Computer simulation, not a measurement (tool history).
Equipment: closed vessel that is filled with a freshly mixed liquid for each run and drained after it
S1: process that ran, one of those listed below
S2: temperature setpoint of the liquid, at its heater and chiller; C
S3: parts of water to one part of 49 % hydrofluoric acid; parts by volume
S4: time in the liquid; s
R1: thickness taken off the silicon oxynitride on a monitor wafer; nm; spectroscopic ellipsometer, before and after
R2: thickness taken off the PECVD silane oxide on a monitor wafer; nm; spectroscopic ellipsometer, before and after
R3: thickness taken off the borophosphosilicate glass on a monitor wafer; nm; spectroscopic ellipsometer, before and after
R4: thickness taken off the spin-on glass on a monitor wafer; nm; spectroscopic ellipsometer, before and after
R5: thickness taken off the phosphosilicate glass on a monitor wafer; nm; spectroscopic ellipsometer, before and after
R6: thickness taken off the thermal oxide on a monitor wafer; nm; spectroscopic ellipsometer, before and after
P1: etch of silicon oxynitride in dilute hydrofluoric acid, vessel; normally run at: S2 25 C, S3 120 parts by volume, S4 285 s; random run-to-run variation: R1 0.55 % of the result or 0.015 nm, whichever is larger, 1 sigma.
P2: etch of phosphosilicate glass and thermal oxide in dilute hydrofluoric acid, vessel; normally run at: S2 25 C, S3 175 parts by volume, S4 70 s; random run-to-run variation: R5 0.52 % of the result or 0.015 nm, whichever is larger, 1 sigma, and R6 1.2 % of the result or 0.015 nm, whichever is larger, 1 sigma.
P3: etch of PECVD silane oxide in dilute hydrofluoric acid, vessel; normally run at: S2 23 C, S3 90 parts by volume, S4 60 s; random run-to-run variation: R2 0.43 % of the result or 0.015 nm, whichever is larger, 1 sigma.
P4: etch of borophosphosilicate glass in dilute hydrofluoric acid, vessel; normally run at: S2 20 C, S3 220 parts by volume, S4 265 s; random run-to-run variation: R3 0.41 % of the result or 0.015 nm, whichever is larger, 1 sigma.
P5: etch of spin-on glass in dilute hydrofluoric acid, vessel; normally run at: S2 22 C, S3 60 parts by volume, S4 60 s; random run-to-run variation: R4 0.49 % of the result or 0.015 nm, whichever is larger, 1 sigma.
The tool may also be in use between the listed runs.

run	hour	S1	S2	S3	S4	R1	R2	R3	R4	R5	R6
1	2.3	P1	25	120	285	10.876					
2	7.6	P1	25	120	530	20.121					
3	12.2	P3	23	160	60		16.603				
4	15.3	P4	20	340	265			24.886			
5	19.3	P1	21	120	285	8.9582					
6	23.7	P4	17	220	265			38.191			
7	28.2	P3	23	90	105		55.394				
8	32.9	P5	22	60	60				57.238		
9	35.9	P5	17	60	60				46.302		
10	39.6	P3	23	90	60		31.928				
11	43.8	P1	25	120	50	1.9077					
12	47.1	P3	23	90	60		32.195				
13	49.9	P3	18.5	90	60		26.552				
14	53.2	P5	22	80	60				41.826		
15	55.7	P1	17	120	105	2.7118					
16	58.9	P1	21.5	120	55	1.7378					
17	62.7	P1	25	120	285	10.829					
18	66.1	P5	22	60	60				56.835		
19	69.8	P1	25	75	285	18.033					
20	73.9	P1	25	120	285	10.771					
21	78.1	P2	25	175	70					49.089	1.7029
22	82.6	P1	18.5	120	50	1.4259					
# hour 83.8: thermometer replaced
23	85.7	P1	30.5	120	285	13.768					
24	91	P4	20	220	265			43.135			
25	95	P5	22	60	105				99.646		
26	100.1	P2	25	25	70					419.27	14.545
# hour 103.5: hydrofluoric acid flow meter replaced
27	103.8	P1	25	215	285	5.6079					
28	106.7	P1	25	120	285	10.831					
29	111.9	P2	25	175	70					49.466	1.741
30	114.4	P4	20	220	70			11.36			
31	117.3	P1	25	120	285	10.788					
32	121.3	P1	25	120	285	10.722					
33	125.6	P2	29.5	175	70					58.137	2.046
34	129.2	P2	25	175	40					28.315	0.98231
35	133	P1	25	120	285	10.742					
36	135.4	P1	25	120	285	10.49					
37	139.1	P1	25	120	285	10.258					
38	142.9	P1	25	120	285	10.091					
39	145.6	P1	25	120	285	9.9976					
40	150.9	P1	25	120	285	9.872					
41	156	P1	25	120	285	9.7871					
42	160.7	P1	25	120	285	9.8117					
43	165.9	P1	25	120	285	9.7397					
44	168.6	P1	25	120	285	9.6997					
45	171.3	P1	25	120	285	9.7109					

The log shows P1 creeping away from where it was. Any of the 2 causes listed here, at the size stated for it, fits the log just as well as the others:
A: liquid colder than its thermometer reads (K) = 2.22
B: hydrofluoric acid flow below the setpoint (%) = 8.96
The gradual shift began around hour 133.

Listed below are the offered check runs, one wafer per run, with question marks in place of results. For which of them would the causes give clearly different outcomes?
check 1	174	P3	19.5	90	60		?				
check 2	174	P5	17	60	105				?		
check 3	174	P4	17	335	265			?			
check 4	174	P2	25	35	70					?	?

Expected result of each check under each candidate cause:
check	result	if A	if B
check 1	R2	25.298	25.029
check 2	R4	72.999	72.734
check 3	R3	20.969	20.218
check 4	R5	268.79	267.2
check 4	R6	9.4306	9.3749
How far apart the two closest causes lie, in the result that separates them most: check 1 1.07 %; check 2 0.36 %; check 3 3.65 %; check 4 0.59 %
Only check 3 tells the causes apart: in the others they would give nearly the same result.

Check 3 was then run and gave: R3 20.362 nm. Which cause is it?

The correct cause is B, namely: hydrofluoric acid flow below the setpoint (%).

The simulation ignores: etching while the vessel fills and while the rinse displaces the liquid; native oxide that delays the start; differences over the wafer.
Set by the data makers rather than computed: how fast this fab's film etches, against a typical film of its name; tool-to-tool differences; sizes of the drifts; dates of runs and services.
